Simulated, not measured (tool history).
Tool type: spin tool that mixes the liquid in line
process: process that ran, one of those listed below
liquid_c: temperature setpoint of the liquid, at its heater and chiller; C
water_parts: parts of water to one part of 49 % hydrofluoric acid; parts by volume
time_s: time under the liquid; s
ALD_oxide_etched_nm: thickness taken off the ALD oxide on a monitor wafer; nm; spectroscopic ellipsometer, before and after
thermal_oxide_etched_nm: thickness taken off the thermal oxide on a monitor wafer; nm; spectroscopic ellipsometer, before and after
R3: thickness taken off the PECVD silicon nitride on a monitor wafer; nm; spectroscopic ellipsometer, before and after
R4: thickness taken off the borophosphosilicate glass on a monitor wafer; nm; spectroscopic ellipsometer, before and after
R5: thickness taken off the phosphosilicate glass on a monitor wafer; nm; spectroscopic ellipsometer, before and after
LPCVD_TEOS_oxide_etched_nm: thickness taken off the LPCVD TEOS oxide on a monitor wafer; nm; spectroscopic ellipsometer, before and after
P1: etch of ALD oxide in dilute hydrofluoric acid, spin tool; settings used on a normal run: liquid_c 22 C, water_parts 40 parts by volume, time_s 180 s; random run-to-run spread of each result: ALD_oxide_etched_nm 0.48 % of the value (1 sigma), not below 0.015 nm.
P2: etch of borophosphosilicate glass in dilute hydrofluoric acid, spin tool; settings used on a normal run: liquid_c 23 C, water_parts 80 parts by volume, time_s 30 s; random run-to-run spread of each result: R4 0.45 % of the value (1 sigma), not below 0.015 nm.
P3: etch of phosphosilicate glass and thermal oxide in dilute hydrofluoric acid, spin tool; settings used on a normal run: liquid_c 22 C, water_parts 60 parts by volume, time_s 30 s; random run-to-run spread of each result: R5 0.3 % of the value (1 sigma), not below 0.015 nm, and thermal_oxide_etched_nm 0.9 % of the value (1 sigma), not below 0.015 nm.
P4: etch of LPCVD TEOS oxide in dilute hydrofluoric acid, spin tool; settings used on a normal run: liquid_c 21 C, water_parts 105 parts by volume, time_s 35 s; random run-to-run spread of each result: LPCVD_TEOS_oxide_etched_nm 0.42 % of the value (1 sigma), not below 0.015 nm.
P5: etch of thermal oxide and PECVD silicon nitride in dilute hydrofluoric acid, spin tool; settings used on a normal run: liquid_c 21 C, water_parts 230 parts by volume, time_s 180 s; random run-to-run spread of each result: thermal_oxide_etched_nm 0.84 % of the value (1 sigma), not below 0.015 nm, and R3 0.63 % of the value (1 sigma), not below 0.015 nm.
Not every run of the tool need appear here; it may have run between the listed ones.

Run 1, hour 6.9: process P1, liquid_c 22 C, water_parts 40 parts by volume, time_s 180 s. Result: ALD_oxide_etched_nm 42.906 nm.
Run 2, hour 11.7: process P1, liquid_c 22 C, water_parts 40 parts by volume, time_s 265 s. Result: ALD_oxide_etched_nm 62.214 nm.
Run 3, hour 17.9: process P1, liquid_c 22 C, water_parts 60 parts by volume, time_s 180 s. Result: ALD_oxide_etched_nm 27.522 nm.
Run 4, hour 23.8: process P5, liquid_c 21 C, water_parts 230 parts by volume, time_s 180 s. Result: thermal_oxide_etched_nm 2.9471 nm, R3 3.5078 nm.
Run 5, hour 28.5: process P2, liquid_c 23 C, water_parts 80 parts by volume, time_s 30 s. Result: R4 19.543 nm.
Run 6, hour 35.6: process P1, liquid_c 22 C, water_parts 40 parts by volume, time_s 180 s. Result: ALD_oxide_etched_nm 42.651 nm.
Run 7, hour 43.2: process P3, liquid_c 22 C, water_parts 60 parts by volume, time_s 30 s. Result: thermal_oxide_etched_nm 2.3277 nm, R5 40.996 nm.
Run 8, hour 47.9: process P3, liquid_c 22 C, water_parts 60 parts by volume, time_s 15 s. Result: thermal_oxide_etched_nm 1.1617 nm, R5 20.446 nm.
Run 9, hour 55.2: process P1, liquid_c 22 C, water_parts 40 parts by volume, time_s 180 s. Result: ALD_oxide_etched_nm 42.601 nm.
At hour 59.4: thermometer replaced.
Run 10, hour 59.7: process P5, liquid_c 25.5 C, water_parts 230 parts by volume, time_s 180 s. Result: thermal_oxide_etched_nm 3.4934 nm, R3 4.6774 nm.
Run 11, hour 66.2: process P3, liquid_c 28 C, water_parts 60 parts by volume, time_s 30 s. Result: thermal_oxide_etched_nm 2.9839 nm, R5 52.331 nm.
Run 12, hour 70.7: process P5, liquid_c 21 C, water_parts 130 parts by volume, time_s 180 s. Result: thermal_oxide_etched_nm 5.8096 nm, R3 6.1582 nm.
Run 13, hour 74.3: process P3, liquid_c 22 C, water_parts 20 parts by volume, time_s 30 s. Result: thermal_oxide_etched_nm 7.4746 nm, R5 129.47 nm.
Run 14, hour 80.5: process P1, liquid_c 22 C, water_parts 40 parts by volume, time_s 180 s. Result: ALD_oxide_etched_nm 41.977 nm.
Run 15, hour 86.6: process P2, liquid_c 30.5 C, water_parts 80 parts by volume, time_s 30 s. Result: R4 26.063 nm.
Run 16, hour 91.2: process P4, liquid_c 21 C, water_parts 165 parts by volume, time_s 35 s. Result: LPCVD_TEOS_oxide_etched_nm 10.153 nm.
Run 17, hour 98.6: process P2, liquid_c 23 C, water_parts 80 parts by volume, time_s 30 s. Result: R4 19.447 nm.
Run 18, hour 102.4: process P2, liquid_c 23 C, water_parts 140 parts by volume, time_s 30 s. Result: R4 10.445 nm.
Run 19, hour 110.6: process P4, liquid_c 21 C, water_parts 105 parts by volume, time_s 15 s. Result: LPCVD_TEOS_oxide_etched_nm 7.2786 nm.
Run 20, hour 115.3: process P2, liquid_c 23 C, water_parts 80 parts by volume, time_s 15 s. Result: R4 9.7143 nm.
Run 21, hour 122.6: process P1, liquid_c 22 C, water_parts 40 parts by volume, time_s 180 s. Result: ALD_oxide_etched_nm 42.013 nm.
Run 22, hour 128.5: process P4, liquid_c 28 C, water_parts 105 parts by volume, time_s 35 s. Result: LPCVD_TEOS_oxide_etched_nm 22.654 nm.
Run 23, hour 136.5: process P1, liquid_c 18 C, water_parts 40 parts by volume, time_s 180 s. Result: ALD_oxide_etched_nm 35.625 nm.
Run 24, hour 144.7: process P4, liquid_c 21 C, water_parts 105 parts by volume, time_s 35 s. Result: LPCVD_TEOS_oxide_etched_nm 17.005 nm.
Run 25, hour 150.5: process P1, liquid_c 22 C, water_parts 20 parts by volume, time_s 180 s. Result: ALD_oxide_etched_nm 87.134 nm.
Run 26, hour 156.8: process P1, liquid_c 17 C, water_parts 20 parts by volume, time_s 180 s. Result: ALD_oxide_etched_nm 69.724 nm.
Run 27, hour 161.2: process P5, liquid_c 21 C, water_parts 230 parts by volume, time_s 180 s. Result: thermal_oxide_etched_nm 2.93 nm, R3 3.5599 nm.
Run 28, hour 168.8: process P1, liquid_c 22 C, water_parts 40 parts by volume, time_s 20 s. Result: ALD_oxide_etched_nm 4.6857 nm.
Run 29, hour 172.6: process P1, liquid_c 28 C, water_parts 40 parts by volume, time_s 180 s. Result: ALD_oxide_etched_nm 53.999 nm.
Run 30, hour 176.2: process P5, liquid_c 21 C, water_parts 230 parts by volume, time_s 260 s. Result: thermal_oxide_etched_nm 4.2309 nm, R3 5.1415 nm.
Run 31, hour 181.2: process P1, liquid_c 22 C, water_parts 40 parts by volume, time_s 180 s. Result: ALD_oxide_etched_nm 42.518 nm.
Run 32, hour 187.4: process P1, liquid_c 22 C, water_parts 40 parts by volume, time_s 180 s. Result: ALD_oxide_etched_nm 43.478 nm.
Run 33, hour 192.9: process P1, liquid_c 22 C, water_parts 40 parts by volume, time_s 180 s. Result: ALD_oxide_etched_nm 44.426 nm.
Run 34, hour 199.9: process P1, liquid_c 22 C, water_parts 40 parts by volume, time_s 180 s. Result: ALD_oxide_etched_nm 44.672 nm.
Run 35, hour 206: process P1, liquid_c 22 C, water_parts 40 parts by volume, time_s 180 s. Result: ALD_oxide_etched_nm 45.46 nm.
Run 36, hour 212.4: process P1, liquid_c 22 C, water_parts 40 parts by volume, time_s 180 s. Result: ALD_oxide_etched_nm 45.445 nm.
Run 37, hour 216.4: process P1, liquid_c 22 C, water_parts 40 parts by volume, time_s 180 s. Result: ALD_oxide_etched_nm 45.619 nm.
Run 38, hour 222.7: process P1, liquid_c 22 C, water_parts 40 parts by volume, time_s 180 s. Result: ALD_oxide_etched_nm 45.433 nm.
Run 39, hour 230.2: process P1, liquid_c 22 C, water_parts 40 parts by volume, time_s 180 s. Result: ALD_oxide_etched_nm 45.751 nm.
Run 40, hour 238.5: process P1, liquid_c 22 C, water_parts 40 parts by volume, time_s 180 s. Result: ALD_oxide_etched_nm 45.701 nm.

Compared with where it was, what P1 gives has crept away. Each cause listed below fits the log as well as the rest, at the size given for it:
A: hydrofluoric acid flow above the setpoint (%) = 7.66
B: liquid hotter than its thermometer reads (K) = 1.86
Onset of the creep was near hour 181.2.

The list below offers 4 check runs, each averaging the results of 2 wafers, and shows each result as a question mark. For which of them would the listed causes give clearly different results?
Run check 1, hour 246.8: process P2, liquid_c 23 C, water_parts 80 parts by volume, time_s 30 s. Result: R4 ?.
Run check 2, hour 246.8: process P5, liquid_c 21 C, water_parts 230 parts by volume, time_s 180 s. Result: thermal_oxide_etched_nm ?, R3 ?.
Run check 3, hour 246.8: process P3, liquid_c 22 C, water_parts 60 parts by volume, time_s 30 s. Result: thermal_oxide_etched_nm ?, R5 ?.
Run check 4, hour 246.8: process P4, liquid_c 21 C, water_parts 105 parts by volume, time_s 35 s. Result: LPCVD_TEOS_oxide_etched_nm ?.

Check results expected under each cause:
  check                      result    if A    if B
check 1                          R4    21.1  20.973
check 2     thermal_oxide_etched_nm  3.2355  3.1689
check 2                          R3   3.776  3.9565
check 3     thermal_oxide_etched_nm   2.529  2.5226
check 3                          R5  44.394  44.281
check 4  LPCVD_TEOS_oxide_etched_nm  18.503  18.365
Minimum pairwise separation of causes per check, each pair taken at its best-separating result: check 1 0.6 %; check 2 4.67 %; check 3 0.26 %; check 4 0.75 %
Check 2 distinguishes between the causes, while the remaining checks would return nearly the same result for all of them.

Then check 2 was run and gave: thermal_oxide_etched_nm 3.1566 nm; R3 3.964 nm. Which cause is it?

Of the candidate causes, it is B: liquid hotter than its thermometer reads (K).
